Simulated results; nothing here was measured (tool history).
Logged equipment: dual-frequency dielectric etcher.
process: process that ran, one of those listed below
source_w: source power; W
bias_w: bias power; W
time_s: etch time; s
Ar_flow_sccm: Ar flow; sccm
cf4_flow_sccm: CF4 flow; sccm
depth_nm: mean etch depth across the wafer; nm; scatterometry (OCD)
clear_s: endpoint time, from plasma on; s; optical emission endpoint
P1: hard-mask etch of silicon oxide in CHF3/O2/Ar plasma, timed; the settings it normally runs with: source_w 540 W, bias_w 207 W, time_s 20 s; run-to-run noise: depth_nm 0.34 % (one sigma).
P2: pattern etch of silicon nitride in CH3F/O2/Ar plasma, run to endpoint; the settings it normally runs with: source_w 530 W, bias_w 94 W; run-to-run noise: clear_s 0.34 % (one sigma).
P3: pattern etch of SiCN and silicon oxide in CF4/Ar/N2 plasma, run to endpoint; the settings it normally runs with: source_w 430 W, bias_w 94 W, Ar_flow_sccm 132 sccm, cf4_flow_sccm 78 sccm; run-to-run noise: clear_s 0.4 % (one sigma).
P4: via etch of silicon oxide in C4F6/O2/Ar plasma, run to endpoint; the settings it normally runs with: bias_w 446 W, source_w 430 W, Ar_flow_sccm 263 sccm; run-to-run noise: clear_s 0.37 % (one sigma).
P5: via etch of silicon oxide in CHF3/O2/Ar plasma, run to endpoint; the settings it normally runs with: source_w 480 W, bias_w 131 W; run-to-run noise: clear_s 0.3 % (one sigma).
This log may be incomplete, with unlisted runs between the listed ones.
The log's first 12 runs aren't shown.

| run | day | process | source_w | bias_w | time_s | Ar_flow_sccm | cf4_flow_sccm | hours since the last wet clean | hours since the last source power generator calibration | hours since the last bias power generator calibration | depth_nm | clear_s |
|---|---|---|---|---|---|---|---|---|---|---|---|---|
| 13 | 4.3 | P1 | 540 | 207 | 14 |  |  | 554 | 77.9 | 1335.6 | 27.421 |  |
| 14 | 4.725 | P3 | 590 | 94 |  | 132 | 78 | 564.2 | 88.1 | 1345.8 |  | 13.554 |
| 15 | 4.938 | P1 | 340 | 207 | 20 |  |  | 569.3 | 93.2 | 1350.9 | 33.176 |  |
| 16 | 5.354 | P3 | 430 | 56 |  | 132 | 78 | 579.3 | 103.2 | 1360.9 |  | 21.54 |
| 17 | 5.733 | P1 | 540 | 265 | 20 |  |  | 588.4 | 112.3 | 1370 | 42.741 |  |
| 18 | 6.008 | P1 | 540 | 207 | 20 |  |  | 595 | 118.9 | 1376.6 | 39.067 |  |
| 19 | 6.304 | P2 | 350 | 94 |  |  |  | 602.1 | 126 | 1383.7 |  | 42.539 |
| 20 | 6.546 | P1 | 540 | 207 | 20 |  |  | 607.9 | 131.8 | 1389.5 | 38.923 |  |
| 21 | 6.833 | P5 | 350 | 131 |  |  |  | 614.8 | 138.7 | 1396.4 |  | 462.37 |
| 22 | 7.154 | P4 | 430 | 446 |  | 263 |  | 622.5 | 146.4 | 1404.1 |  | 28.238 |
| 23 | 7.562 | P2 | 530 | 57 |  |  |  | 632.3 | 156.2 | 1413.9 |  | 43.244 |
| 24 | 7.975 | P1 | 540 | 165 | 11.5 |  |  | 642.2 | 166.1 | 1423.8 | 20.875 |  |
| 25 | 8.354 | P2 | 530 | 94 |  |  |  | 651.3 | 175.2 | 1432.9 |  | 36.414 |
| 26 | 8.75 | P5 | 480 | 131 |  |  |  | 660.8 | 184.7 | 1442.4 |  | 408.24 |
| 27 | 9.083 | P4 | 430 | 597 |  | 263 |  | 668.8 | 192.7 | 1450.4 |  | 25.521 |
| 28 | 9.379 | P3 | 430 | 94 |  | 132 | 78 | 675.9 | 199.8 | 1457.5 |  | 17.906 |
| 29 | 9.767 | P1 | 540 | 161 | 15 |  |  | 685.2 | 209.1 | 1466.8 | 26.981 |  |
| 30 | 10.017 | P4 | 430 | 446 |  | 176 |  | 691.2 | 215.1 | 1472.8 |  | 27.035 |
| 31 | 10.271 | P3 | 430 | 94 |  | 83 | 78 | 697.3 | 221.2 | 1478.9 |  | 16.91 |
| 32 | 10.508 | P1 | 540 | 207 | 20 |  |  | 703 | 226.9 | 1484.6 | 39.292 |  |
| 33 | 10.883 | P1 | 540 | 207 | 20 |  |  | 712 | 235.9 | 1493.6 | 39.002 |  |
| 34 | 11.296 | P1 | 540 | 207 | 20 |  |  | 721.9 | 245.8 | 1503.5 | 38.804 |  |

What does the tool deliver on the next run?
| 35 | 11.662 | P1 | 540 | 207 | 20 |  |  | 730.7 | 254.6 | 1512.3 | ? |  |

depth_nm: 38.759 nm
